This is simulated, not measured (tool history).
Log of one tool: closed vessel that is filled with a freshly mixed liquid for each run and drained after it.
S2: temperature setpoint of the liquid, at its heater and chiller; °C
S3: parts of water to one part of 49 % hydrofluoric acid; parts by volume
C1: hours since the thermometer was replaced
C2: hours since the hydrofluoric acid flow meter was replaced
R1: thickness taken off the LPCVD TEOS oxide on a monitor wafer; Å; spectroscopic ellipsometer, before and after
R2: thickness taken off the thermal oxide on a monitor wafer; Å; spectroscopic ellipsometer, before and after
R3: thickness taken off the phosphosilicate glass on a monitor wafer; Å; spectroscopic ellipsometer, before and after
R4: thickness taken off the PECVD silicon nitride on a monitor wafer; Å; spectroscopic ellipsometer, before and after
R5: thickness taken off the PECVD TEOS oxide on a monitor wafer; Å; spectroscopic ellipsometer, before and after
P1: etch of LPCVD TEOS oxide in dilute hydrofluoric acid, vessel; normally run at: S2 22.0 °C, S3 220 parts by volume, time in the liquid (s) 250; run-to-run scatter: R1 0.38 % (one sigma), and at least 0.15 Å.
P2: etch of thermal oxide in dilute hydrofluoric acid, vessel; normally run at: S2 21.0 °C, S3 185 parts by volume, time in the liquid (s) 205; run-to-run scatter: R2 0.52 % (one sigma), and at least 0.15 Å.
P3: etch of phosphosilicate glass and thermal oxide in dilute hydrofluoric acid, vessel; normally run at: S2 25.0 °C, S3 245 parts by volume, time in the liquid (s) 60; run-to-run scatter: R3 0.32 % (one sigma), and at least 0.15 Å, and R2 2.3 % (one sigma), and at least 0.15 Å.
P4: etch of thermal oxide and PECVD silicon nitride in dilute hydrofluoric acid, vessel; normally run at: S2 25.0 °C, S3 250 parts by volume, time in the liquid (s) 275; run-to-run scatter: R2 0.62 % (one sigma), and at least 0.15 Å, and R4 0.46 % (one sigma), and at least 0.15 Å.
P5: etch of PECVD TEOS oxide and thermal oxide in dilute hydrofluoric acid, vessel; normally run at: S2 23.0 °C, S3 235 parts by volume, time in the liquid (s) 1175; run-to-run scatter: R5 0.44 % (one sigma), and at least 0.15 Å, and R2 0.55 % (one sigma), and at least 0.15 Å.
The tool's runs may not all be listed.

{"run": 1, "day": 0.183, "process that ran": "P1", "S2": 22.0, "S3": 220, "time in the liquid (s)": 250, "C1": 828.9, "C2": 624.9, "R1": 317.02}
{"run": 2, "day": 0.588, "process that ran": "P2", "S2": 17.0, "S3": 185, "time in the liquid (s)": 205, "C1": 838.6, "C2": 634.6, "R2": 37.472}
{"run": 3, "day": 0.921, "process that ran": "P1", "S2": 17.0, "S3": 220, "time in the liquid (s)": 250, "C1": 846.6, "C2": 642.6, "R1": 261.99}
{"run": 4, "day": 1.317, "process that ran": "P1", "S2": 22.0, "S3": 390, "time in the liquid (s)": 250, "C1": 856.1, "C2": 652.1, "R1": 150.8}
{"run": 5, "day": 1.567, "process that ran": "P1", "S2": 22.0, "S3": 90, "time in the liquid (s)": 250, "C1": 862.1, "C2": 658.1, "R1": 889.9}
{"run": 6, "day": 1.946, "process that ran": "P3", "S2": 25.0, "S3": 340, "time in the liquid (s)": 60, "C1": 871.2, "C2": 667.2, "R2": 6.8023, "R3": 131.92}
{"run": 7, "day": 2.192, "process that ran": "P4", "S2": 20.5, "S3": 250, "time in the liquid (s)": 275, "C1": 877.1, "C2": 673.1, "R2": 39.109, "R4": 38.768}
{"run": 8, "day": 2.558, "process that ran": "P5", "S2": 23.0, "S3": 335, "time in the liquid (s)": 1175, "C1": 885.9, "C2": 681.9, "R2": 118.95, "R5": 227.13}
{"run": 9, "day": 2.733, "process that ran": "P1", "S2": 22.0, "S3": 220, "time in the liquid (s)": 250, "C1": 890.1, "C2": 686.1, "R1": 316.99}
{"run": 10, "day": 3.042, "process that ran": "P4", "S2": 25.0, "S3": 250, "time in the liquid (s)": 275, "C1": 897.5, "C2": 693.5, "R2": 46.752, "R4": 51.831}
{"run": 11, "day": 3.321, "process that ran": "P1", "S2": 22.0, "S3": 220, "time in the liquid (s)": 360, "C1": 904.2, "C2": 700.2, "R1": 455.63}
{"run": 12, "day": 3.625, "process that ran": "P1", "S2": 22.0, "S3": 220, "time in the liquid (s)": 45, "C1": 911.5, "C2": 707.5, "R1": 56.913}
{"run": 13, "day": 3.838, "process that ran": "P1", "S2": 22.0, "S3": 220, "time in the liquid (s)": 250, "C1": 916.6, "C2": 712.6, "R1": 315.9}
{"run": 14, "day": 4.192, "process that ran": "P1", "S2": 22.0, "S3": 60, "time in the liquid (s)": 480, "C1": 925.1, "C2": 721.1, "R1": 2662.5}
{"run": 15, "day": 4.542, "process that ran": "P4", "S2": 25.0, "S3": 250, "time in the liquid (s)": 30, "C1": 933.5, "C2": 729.5, "R2": 5.1552, "R4": 5.7314}
{"run": 16, "day": 4.742, "process that ran": "P2", "S2": 21.0, "S3": 100, "time in the liquid (s)": 205, "C1": 938.3, "C2": 734.3, "R2": 88.408}
{"run": 17, "day": 4.988, "process that ran": "P5", "S2": 23.0, "S3": 235, "time in the liquid (s)": 1175, "C1": 944.2, "C2": 740.2, "R2": 190.96, "R5": 357.39}
{"run": 18, "day": 5.308, "process that ran": "P2", "S2": 21.0, "S3": 185, "time in the liquid (s)": 205, "C1": 951.9, "C2": 747.9, "R2": 43.666}
{"run": 19, "day": 5.583, "process that ran": "P1", "S2": 22.0, "S3": 55, "time in the liquid (s)": 35, "C1": 958.5, "C2": 754.5, "R1": 211.86}
{"run": 20, "day": 5.917, "process that ran": "P4", "S2": 25.0, "S3": 85, "time in the liquid (s)": 275, "C1": 966.5, "C2": 762.5, "R2": 163.07, "R4": 151.36}
{"run": 21, "day": 6.296, "process that ran": "P5", "S2": 23.0, "S3": 235, "time in the liquid (s)": 480, "C1": 975.6, "C2": 771.6, "R2": 76.865, "R5": 145.75}
{"run": 22, "day": 6.604, "process that ran": "P1", "S2": 26.0, "S3": 220, "time in the liquid (s)": 250, "C1": 983.0, "C2": 779.0, "R1": 368.45}
{"run": 23, "day": 6.862, "process that ran": "P2", "S2": 21.0, "S3": 185, "time in the liquid (s)": 375, "C1": 989.2, "C2": 785.2, "R2": 79.977}
{"run": 24, "day": 7.192, "process that ran": "P1", "S2": 22.0, "S3": 220, "time in the liquid (s)": 250, "C1": 997.1, "C2": 793.1, "R1": 317.17}
{"run": 25, "day": 7.396, "process that ran": "P3", "S2": 25.0, "S3": 245, "time in the liquid (s)": 60, "C1": 1002.0, "C2": 798.0, "R2": 10.178, "R3": 201.3}
{"run": 26, "day": 7.7, "process that ran": "P2", "S2": 21.0, "S3": 185, "time in the liquid (s)": 205, "C1": 1009.3, "C2": 805.3, "R2": 43.427}
{"run": 27, "day": 7.954, "process that ran": "P5", "S2": 28.5, "S3": 235, "time in the liquid (s)": 1175, "C1": 1015.4, "C2": 811.4, "R2": 228.9, "R5": 434.21}
{"day": 8.058, "done": "hydrofluoric acid flow meter replaced"}
{"run": 28, "day": 8.354, "process that ran": "P1", "S2": 22.0, "S3": 220, "time in the liquid (s)": 250, "C1": 1025.0, "C2": 7.2, "R1": 316.21}
{"run": 29, "day": 8.575, "process that ran": "P3", "S2": 32.5, "S3": 245, "time in the liquid (s)": 60, "C1": 1030.3, "C2": 12.5, "R2": 13.541, "R3": 259.84}
{"run": 30, "day": 8.867, "process that ran": "P3", "S2": 25.0, "S3": 245, "time in the liquid (s)": 30, "C1": 1037.3, "C2": 19.5, "R2": 5.2903, "R3": 101.08}
{"run": 31, "day": 9.083, "process that ran": "P1", "S2": 22.0, "S3": 220, "time in the liquid (s)": 250, "C1": 1042.5, "C2": 24.7, "R1": 315.25}
{"run": 32, "day": 9.346, "process that ran": "P1", "S2": 22.0, "S3": 220, "time in the liquid (s)": 250, "C1": 1048.8, "C2": 31.0, "R1": 316.13}
{"run": 33, "day": 9.704, "process that ran": "P1", "S2": 22.0, "S3": 220, "time in the liquid (s)": 250, "C1": 1057.4, "C2": 39.6, "R1": 314.97}
{"run": 34, "day": 9.992, "process that ran": "P1", "S2": 22.0, "S3": 220, "time in the liquid (s)": 250, "C1": 1064.3, "C2": 46.5, "R1": 332.59}
{"run": 35, "day": 10.221, "process that ran": "P1", "S2": 22.0, "S3": 220, "time in the liquid (s)": 250, "C1": 1069.8, "C2": 52.0, "R1": 336.33}
{"run": 36, "day": 10.529, "process that ran": "P1", "S2": 22.0, "S3": 220, "time in the liquid (s)": 250, "C1": 1077.2, "C2": 59.4, "R1": 343.08}
{"run": 37, "day": 10.767, "process that ran": "P1", "S2": 22.0, "S3": 220, "time in the liquid (s)": 250, "C1": 1082.9, "C2": 65.1, "R1": 343.47}
{"run": 38, "day": 10.962, "process that ran": "P1", "S2": 22.0, "S3": 220, "time in the liquid (s)": 250, "C1": 1087.6, "C2": 69.8, "R1": 343.37}
{"run": 39, "day": 11.192, "process that ran": "P1", "S2": 22.0, "S3": 220, "time in the liquid (s)": 250, "C1": 1093.1, "C2": 75.3, "R1": 344.7}

What P1 gives has crept away from where it was. These 2 causes fit the log equally well, each at the size given:
A: liquid hotter than its thermometer reads (K) = 2.45
B: hydrofluoric acid flow above the setpoint (%) = 7.67
The creep began at about day 9.704.

4 check runs are offered, one wafer each, their results left as question marks. Which one tells the causes apart?
{"run": "check 1", "day": 11.421, "process that ran": "P5", "S2": 23.0, "S3": 235, "time in the liquid (s)": 1175, "R2": "?", "R5": "?"}
{"run": "check 2", "day": 11.421, "process that ran": "P3", "S2": 25.0, "S3": 245, "time in the liquid (s)": 60, "R2": "?", "R3": "?"}
{"run": "check 3", "day": 11.421, "process that ran": "P2", "S2": 21.0, "S3": 185, "time in the liquid (s)": 205, "R2": "?"}
{"run": "check 4", "day": 11.421, "process that ran": "P4", "S2": 25.0, "S3": 250, "time in the liquid (s)": 275, "R2": "?", "R4": "?"}

What each check would give under each cause:
check=check_1 result=R2 if_A=206.3700 if_B=206.9300
check=check_1 result=R5 if_A=390.03 if_B=391.08
check=check_2 result=R2 if_A=11.1660 if_B=11.2400
check=check_2 result=R3 if_A=219.18 if_B=220.64
check=check_3 result=R2 if_A=47.9950 if_B=47.7200
check=check_4 result=R2 if_A=50.6440 if_B=51.0110
check=check_4 result=R4 if_A=59.7410 if_B=55.4090
How far apart the two closest causes lie, in the result that separates them most: check 1 0.27 %; check 2 0.66 %; check 3 0.57 %; check 4 7.53 %
Only check 4 tells the causes apart: in the others they would give nearly the same result.

Check 4 was then run and gave: R2 50.7090 Å; R4 59.4360 Å. Which cause is it?

It is A: liquid hotter than its thermometer reads (K).
